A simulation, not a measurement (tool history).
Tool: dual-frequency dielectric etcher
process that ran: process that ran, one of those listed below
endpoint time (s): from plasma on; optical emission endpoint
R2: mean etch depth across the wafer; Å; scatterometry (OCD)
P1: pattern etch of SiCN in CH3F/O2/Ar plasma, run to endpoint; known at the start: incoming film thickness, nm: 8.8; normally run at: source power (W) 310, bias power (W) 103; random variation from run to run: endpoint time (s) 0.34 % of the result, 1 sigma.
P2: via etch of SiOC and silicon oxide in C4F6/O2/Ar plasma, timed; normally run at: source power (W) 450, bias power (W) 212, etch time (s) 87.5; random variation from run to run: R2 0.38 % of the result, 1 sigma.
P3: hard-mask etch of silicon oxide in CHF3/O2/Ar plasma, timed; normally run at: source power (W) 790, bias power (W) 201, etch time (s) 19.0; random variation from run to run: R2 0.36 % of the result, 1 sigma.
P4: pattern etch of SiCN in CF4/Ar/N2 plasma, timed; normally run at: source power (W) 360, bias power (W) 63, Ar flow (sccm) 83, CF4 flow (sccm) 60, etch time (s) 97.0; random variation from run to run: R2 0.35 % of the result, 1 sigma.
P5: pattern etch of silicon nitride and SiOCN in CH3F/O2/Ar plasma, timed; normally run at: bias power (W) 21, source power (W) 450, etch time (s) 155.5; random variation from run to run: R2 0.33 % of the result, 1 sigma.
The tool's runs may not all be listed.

run 1 hour=6.3 | process_that_ran=P1 source_power_(W)=310 bias_power_(W)=103 | endpoint_time_(s)=22.984
run 2 hour=12.0 | process_that_ran=P1 source_power_(W)=310 bias_power_(W)=146 | endpoint_time_(s)=20.062
run 3 hour=15.0 | process_that_ran=P1 source_power_(W)=310 bias_power_(W)=103 | endpoint_time_(s)=22.947
-- hour=18.4 bias power generator calibrated
run 4 hour=20.2 | process_that_ran=P1 source_power_(W)=380 bias_power_(W)=103 | endpoint_time_(s)=21.481
run 5 hour=24.6 | process_that_ran=P3 source_power_(W)=790 bias_power_(W)=201 etch_time_(s)=19.0 | R2=428.90
run 6 hour=30.6 | process_that_ran=P4 source_power_(W)=280 bias_power_(W)=63 etch_time_(s)=97.0 Ar_flow_(sccm)=83 CF4_flow_(sccm)=60 | R2=525.25
run 7 hour=36.0 | process_that_ran=P1 source_power_(W)=310 bias_power_(W)=83 | endpoint_time_(s)=24.980
run 8 hour=40.6 | process_that_ran=P3 source_power_(W)=790 bias_power_(W)=153 etch_time_(s)=19.0 | R2=390.08
run 9 hour=43.4 | process_that_ran=P1 source_power_(W)=410 bias_power_(W)=138 | endpoint_time_(s)=18.636
run 10 hour=48.1 | process_that_ran=P5 source_power_(W)=450 bias_power_(W)=21 etch_time_(s)=155.5 | R2=211.35
run 11 hour=50.9 | process_that_ran=P4 source_power_(W)=360 bias_power_(W)=63 etch_time_(s)=97.0 Ar_flow_(sccm)=83 CF4_flow_(sccm)=60 | R2=655.71
run 12 hour=56.6 | process_that_ran=P1 source_power_(W)=310 bias_power_(W)=103 | endpoint_time_(s)=23.086
run 13 hour=61.5 | process_that_ran=P5 source_power_(W)=450 bias_power_(W)=27 etch_time_(s)=155.5 | R2=236.74
run 14 hour=64.6 | process_that_ran=P4 source_power_(W)=360 bias_power_(W)=63 etch_time_(s)=133.0 Ar_flow_(sccm)=83 CF4_flow_(sccm)=60 | R2=896.01
run 15 hour=69.8 | process_that_ran=P5 source_power_(W)=340 bias_power_(W)=21 etch_time_(s)=155.5 | R2=191.61
run 16 hour=72.8 | process_that_ran=P3 source_power_(W)=790 bias_power_(W)=201 etch_time_(s)=27.5 | R2=618.27
run 17 hour=78.8 | process_that_ran=P2 source_power_(W)=450 bias_power_(W)=212 etch_time_(s)=107.5 | R2=1353.70
run 18 hour=81.6 | process_that_ran=P5 source_power_(W)=450 bias_power_(W)=21 etch_time_(s)=155.5 | R2=211.53
run 19 hour=85.1 | process_that_ran=P3 source_power_(W)=530 bias_power_(W)=201 etch_time_(s)=19.0 | R2=367.69
run 20 hour=88.6 | process_that_ran=P2 source_power_(W)=450 bias_power_(W)=131 etch_time_(s)=87.5 | R2=951.81
run 21 hour=95.0 | process_that_ran=P2 source_power_(W)=450 bias_power_(W)=212 etch_time_(s)=87.5 | R2=1110.90
run 22 hour=99.9 | process_that_ran=P5 source_power_(W)=450 bias_power_(W)=21 etch_time_(s)=86.5 | R2=118.23
run 23 hour=103.3 | process_that_ran=P1 source_power_(W)=310 bias_power_(W)=103 | endpoint_time_(s)=22.989
run 24 hour=107.0 | process_that_ran=P4 source_power_(W)=360 bias_power_(W)=63 etch_time_(s)=97.0 Ar_flow_(sccm)=83 CF4_flow_(sccm)=81 | R2=683.08
run 25 hour=113.1 | process_that_ran=P1 source_power_(W)=310 bias_power_(W)=103 | endpoint_time_(s)=23.066
run 26 hour=118.8 | process_that_ran=P1 source_power_(W)=310 bias_power_(W)=103 | endpoint_time_(s)=23.024
run 27 hour=123.1 | process_that_ran=P2 source_power_(W)=330 bias_power_(W)=212 etch_time_(s)=87.5 | R2=985.09
run 28 hour=127.7 | process_that_ran=P1 source_power_(W)=210 bias_power_(W)=103 | endpoint_time_(s)=26.708
run 29 hour=132.8 | process_that_ran=P4 source_power_(W)=360 bias_power_(W)=63 etch_time_(s)=97.0 Ar_flow_(sccm)=54 CF4_flow_(sccm)=60 | R2=694.63
run 30 hour=138.6 | process_that_ran=P4 source_power_(W)=360 bias_power_(W)=47 etch_time_(s)=97.0 Ar_flow_(sccm)=83 CF4_flow_(sccm)=60 | R2=595.77
run 31 hour=141.5 | process_that_ran=P1 source_power_(W)=310 bias_power_(W)=103 | endpoint_time_(s)=23.052
run 32 hour=144.9 | process_that_ran=P1 source_power_(W)=310 bias_power_(W)=103 | endpoint_time_(s)=22.979
run 33 hour=150.8 | process_that_ran=P1 source_power_(W)=310 bias_power_(W)=103 | endpoint_time_(s)=22.753
run 34 hour=155.3 | process_that_ran=P1 source_power_(W)=310 bias_power_(W)=103 | endpoint_time_(s)=22.828
-- hour=161.5 wet clean of the chamber
run 35 hour=161.6 | process_that_ran=P1 source_power_(W)=310 bias_power_(W)=103 | endpoint_time_(s)=22.787
run 36 hour=165.3 | process_that_ran=P1 source_power_(W)=310 bias_power_(W)=103 | endpoint_time_(s)=22.705
run 37 hour=168.4 | process_that_ran=P1 source_power_(W)=310 bias_power_(W)=103 | endpoint_time_(s)=22.707
run 38 hour=171.4 | process_that_ran=P1 source_power_(W)=310 bias_power_(W)=103 | endpoint_time_(s)=22.664
run 39 hour=176.0 | process_that_ran=P1 source_power_(W)=310 bias_power_(W)=103 | endpoint_time_(s)=22.766
run 40 hour=180.9 | process_that_ran=P1 source_power_(W)=310 bias_power_(W)=103 | endpoint_time_(s)=22.791
run 41 hour=186.3 | process_that_ran=P1 source_power_(W)=310 bias_power_(W)=103 | endpoint_time_(s)=22.598

What P1 gives has crept away from where it was. These 2 causes fit the log equally well, each at the size given:
A: bias power that arrives over what is set, % = 4.51
B: source power that arrives over what is set, % = 4.76
The creep began at about hour 141.5.
Why every other cause is out:
chamber walls in a state that raises the etch rate, %: serviced at hour 161.5, which brought nothing back

4 check runs are offered, one wafer each, their results left as question marks. Which one tells the causes apart?
run check 1 hour=191.7 | process_that_ran=P3 source_power_(W)=790 bias_power_(W)=156 etch_time_(s)=19.0 | R2=?
run check 2 hour=191.7 | process_that_ran=P5 source_power_(W)=450 bias_power_(W)=21 etch_time_(s)=100.5 | R2=?
run check 3 hour=191.7 | process_that_ran=P2 source_power_(W)=450 bias_power_(W)=156 etch_time_(s)=87.5 | R2=?
run check 4 hour=191.7 | process_that_ran=P4 source_power_(W)=360 bias_power_(W)=63 etch_time_(s)=97.0 Ar_flow_(sccm)=83 CF4_flow_(sccm)=80 | R2=?

What each check would give under each cause:
check=check_1 result=R2 if_A=400.40 if_B=401.96
check=check_2 result=R2 if_A=139.48 if_B=139.05
check=check_3 result=R2 if_A=1017.00 if_B=1021.60
check=check_4 result=R2 if_A=691.49 if_B=710.18
How far apart the two closest causes lie, in the result that separates them most: check 1 0.39 %; check 2 0.31 %; check 3 0.45 %; check 4 2.67 %
Check 4 tells the causes apart: in the others they would give nearly the same result.

Then check 4 was run and gave: R2 712.88 Å. Which cause is it?

It is B: source power that arrives over what is set, %.
